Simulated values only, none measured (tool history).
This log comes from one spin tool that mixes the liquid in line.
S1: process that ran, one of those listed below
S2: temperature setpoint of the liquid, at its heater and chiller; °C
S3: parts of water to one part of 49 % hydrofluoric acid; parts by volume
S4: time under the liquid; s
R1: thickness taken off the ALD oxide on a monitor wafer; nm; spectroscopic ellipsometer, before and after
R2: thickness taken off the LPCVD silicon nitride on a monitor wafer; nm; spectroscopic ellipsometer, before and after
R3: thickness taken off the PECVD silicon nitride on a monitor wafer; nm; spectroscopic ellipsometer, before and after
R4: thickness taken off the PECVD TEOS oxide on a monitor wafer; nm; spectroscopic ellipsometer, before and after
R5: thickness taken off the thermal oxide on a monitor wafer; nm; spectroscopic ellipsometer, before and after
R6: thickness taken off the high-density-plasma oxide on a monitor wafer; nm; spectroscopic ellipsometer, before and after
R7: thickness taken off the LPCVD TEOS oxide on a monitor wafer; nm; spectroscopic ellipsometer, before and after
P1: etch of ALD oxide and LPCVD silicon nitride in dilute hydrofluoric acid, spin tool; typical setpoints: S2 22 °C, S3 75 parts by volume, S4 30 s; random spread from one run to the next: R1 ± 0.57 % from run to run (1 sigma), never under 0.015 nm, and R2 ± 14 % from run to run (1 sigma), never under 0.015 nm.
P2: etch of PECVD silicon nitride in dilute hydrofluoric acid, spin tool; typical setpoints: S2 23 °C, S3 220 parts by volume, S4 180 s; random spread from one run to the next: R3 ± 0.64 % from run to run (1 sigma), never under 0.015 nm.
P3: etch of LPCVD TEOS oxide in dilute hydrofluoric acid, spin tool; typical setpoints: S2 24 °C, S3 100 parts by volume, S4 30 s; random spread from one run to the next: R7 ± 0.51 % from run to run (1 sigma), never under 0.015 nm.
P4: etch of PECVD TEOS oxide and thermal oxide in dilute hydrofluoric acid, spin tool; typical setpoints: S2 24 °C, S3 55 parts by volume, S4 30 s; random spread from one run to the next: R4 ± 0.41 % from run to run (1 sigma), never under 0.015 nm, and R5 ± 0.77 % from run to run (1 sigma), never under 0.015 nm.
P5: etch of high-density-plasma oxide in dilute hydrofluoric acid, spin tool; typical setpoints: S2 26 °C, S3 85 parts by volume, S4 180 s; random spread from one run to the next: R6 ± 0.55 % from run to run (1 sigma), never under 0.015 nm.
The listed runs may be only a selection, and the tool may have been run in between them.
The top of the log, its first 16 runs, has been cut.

run 17 day=4.021 | S1=P3 S2=24 S3=100 S4=30 | R7=6.1463
run 18 day=4.338 | S1=P1 S2=27.5 S3=75 S4=30 | R1=11.65 R2=0.18346
run 19 day=4.638 | S1=P5 S2=26 S3=85 S4=180 | R6=11.864
run 20 day=4.858 | S1=P1 S2=22 S3=75 S4=45 | R1=13.926 R2=0.25149
run 21 day=5.033 | S1=P2 S2=23 S3=220 S4=55 | R3=1.3021
run 22 day=5.217 | S1=P1 S2=22 S3=75 S4=30 | R1=9.3319 R2=0.13516
run 23 day=5.458 | S1=P4 S2=24 S3=55 S4=50 | R4=16.812 R5=4.4727
run 24 day=5.629 | S1=P1 S2=17 S3=75 S4=30 | R1=7.6373 R2=0.11954
run 25 day=5.875 | S1=P1 S2=17 S3=125 S4=30 | R1=4.3177 R2=0.086111

What does the tool deliver on the next run?
run 26 day=6.133 | S1=P2 S2=29 S3=220 S4=180 | R3=?

R3: 6.2765 nm
